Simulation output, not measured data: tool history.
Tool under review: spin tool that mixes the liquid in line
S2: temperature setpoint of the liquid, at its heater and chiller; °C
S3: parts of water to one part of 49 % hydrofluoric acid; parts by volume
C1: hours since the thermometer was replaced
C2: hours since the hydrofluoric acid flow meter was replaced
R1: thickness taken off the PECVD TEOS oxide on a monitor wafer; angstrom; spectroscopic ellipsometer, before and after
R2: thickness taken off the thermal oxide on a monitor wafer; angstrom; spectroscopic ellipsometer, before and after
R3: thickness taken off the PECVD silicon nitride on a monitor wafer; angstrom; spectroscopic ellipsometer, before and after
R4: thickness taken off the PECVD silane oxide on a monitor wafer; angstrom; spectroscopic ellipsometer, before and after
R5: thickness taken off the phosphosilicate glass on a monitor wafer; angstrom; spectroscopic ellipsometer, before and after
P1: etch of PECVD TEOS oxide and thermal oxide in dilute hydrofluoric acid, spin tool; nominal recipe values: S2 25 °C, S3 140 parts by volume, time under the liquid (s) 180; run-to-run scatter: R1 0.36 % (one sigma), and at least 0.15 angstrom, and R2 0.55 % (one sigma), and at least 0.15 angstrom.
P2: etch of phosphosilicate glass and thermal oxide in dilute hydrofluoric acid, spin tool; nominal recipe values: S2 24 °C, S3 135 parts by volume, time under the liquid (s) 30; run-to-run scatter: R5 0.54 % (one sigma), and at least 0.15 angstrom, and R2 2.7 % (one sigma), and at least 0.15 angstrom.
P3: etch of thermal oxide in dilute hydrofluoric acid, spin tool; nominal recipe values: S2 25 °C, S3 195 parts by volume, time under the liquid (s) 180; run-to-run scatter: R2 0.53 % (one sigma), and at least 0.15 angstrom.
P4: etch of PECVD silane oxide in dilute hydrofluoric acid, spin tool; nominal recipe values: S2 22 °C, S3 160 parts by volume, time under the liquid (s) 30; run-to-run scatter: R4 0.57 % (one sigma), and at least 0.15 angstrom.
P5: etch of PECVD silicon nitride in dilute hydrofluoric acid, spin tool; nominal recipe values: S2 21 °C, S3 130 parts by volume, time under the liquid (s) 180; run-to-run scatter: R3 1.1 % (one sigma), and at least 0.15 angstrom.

run 1 day=0.179 | process_that_ran=P1 S2=25 S3=140 time_under_the_liquid_(s)=180 | C1=948.8 C2=894.7 | R1=148.75 R2=58.196
run 2 day=0.354 | process_that_ran=P1 S2=29.5 S3=140 time_under_the_liquid_(s)=180 | C1=953 C2=898.9 | R1=175.47 R2=69.361
run 3 day=0.55 | process_that_ran=P1 S2=25 S3=140 time_under_the_liquid_(s)=80 | C1=957.7 C2=903.6 | R1=66.597 R2=26.562
run 4 day=0.788 | process_that_ran=P1 S2=25 S3=140 time_under_the_liquid_(s)=180 | C1=963.4 C2=909.3 | R1=148.84 R2=58.953
run 5 day=0.971 | process_that_ran=P5 S2=21 S3=130 time_under_the_liquid_(s)=15 | C1=967.8 C2=913.7 | R3=1.3696
run 6 day=1.142 | process_that_ran=P1 S2=25 S3=140 time_under_the_liquid_(s)=180 | C1=971.9 C2=917.8 | R1=148.71 R2=58.178
run 7 day=1.267 | process_that_ran=P5 S2=21 S3=130 time_under_the_liquid_(s)=180 | C1=974.9 C2=920.8 | R3=19.059
run 8 day=1.421 | process_that_ran=P4 S2=22 S3=160 time_under_the_liquid_(s)=30 | C1=978.6 C2=924.5 | R4=71.732
run 9 day=1.629 | process_that_ran=P1 S2=29 S3=140 time_under_the_liquid_(s)=95 | C1=983.6 C2=929.5 | R1=91.937 R2=35.927
run 10 day=1.854 | process_that_ran=P1 S2=25 S3=60 time_under_the_liquid_(s)=180 | C1=989 C2=934.9 | R1=386.15 R2=151.66
run 11 day=1.996 | process_that_ran=P3 S2=25 S3=195 time_under_the_liquid_(s)=180 | C1=992.4 C2=938.3 | R2=41.878
run 12 day=2.146 | process_that_ran=P4 S2=22 S3=225 time_under_the_liquid_(s)=30 | C1=996 C2=941.9 | R4=47.293
run 13 day=2.35 | process_that_ran=P2 S2=24 S3=135 time_under_the_liquid_(s)=30 | C1=1000.9 C2=946.8 | R2=10.67 R5=305.73
run 14 day=2.5 | process_that_ran=P2 S2=24 S3=40 time_under_the_liquid_(s)=30 | C1=1004.5 C2=950.4 | R2=38.762 R5=1177.7
run 15 day=2.658 | process_that_ran=P1 S2=25 S3=140 time_under_the_liquid_(s)=180 | C1=1008.3 C2=954.2 | R1=148.58 R2=58.341
run 16 day=2.879 | process_that_ran=P4 S2=17 S3=160 time_under_the_liquid_(s)=30 | C1=1013.6 C2=959.5 | R4=59.409
run 17 day=3.004 | process_that_ran=P5 S2=21 S3=25 time_under_the_liquid_(s)=180 | C1=1016.6 C2=962.5 | R3=96.84
run 18 day=3.179 | process_that_ran=P1 S2=25 S3=140 time_under_the_liquid_(s)=180 | C1=1020.8 C2=966.7 | R1=148.76 R2=58.51
run 19 day=3.312 | process_that_ran=P3 S2=31.5 S3=195 time_under_the_liquid_(s)=180 | C1=1024 C2=969.9 | R2=52.927
run 20 day=3.458 | process_that_ran=P1 S2=25 S3=140 time_under_the_liquid_(s)=180 | C1=1027.5 C2=973.4 | R1=148.17 R2=58.61
run 21 day=3.671 | process_that_ran=P3 S2=25 S3=95 time_under_the_liquid_(s)=180 | C1=1032.6 C2=978.5 | R2=97.196
run 22 day=3.912 | process_that_ran=P2 S2=24 S3=135 time_under_the_liquid_(s)=30 | C1=1038.4 C2=984.3 | R2=10.608 R5=306.09
run 23 day=4.021 | process_that_ran=P4 S2=22 S3=160 time_under_the_liquid_(s)=15 | C1=1041 C2=986.9 | R4=36.474
run 24 day=4.262 | process_that_ran=P2 S2=24 S3=135 time_under_the_liquid_(s)=15 | C1=1046.8 C2=992.7 | R2=5.5479 R5=154.17
run 25 day=4.438 | process_that_ran=P1 S2=25 S3=140 time_under_the_liquid_(s)=295 | C1=1051 C2=996.9 | R1=242.66 R2=96.66

Forecast run 26:
run 26 day=4.575 | process_that_ran=P5 S2=21 S3=130 time_under_the_liquid_(s)=180 | C1=1054.3 C2=1000.2 | R3=?

Logged for run 26: R3 18.853 angstrom.

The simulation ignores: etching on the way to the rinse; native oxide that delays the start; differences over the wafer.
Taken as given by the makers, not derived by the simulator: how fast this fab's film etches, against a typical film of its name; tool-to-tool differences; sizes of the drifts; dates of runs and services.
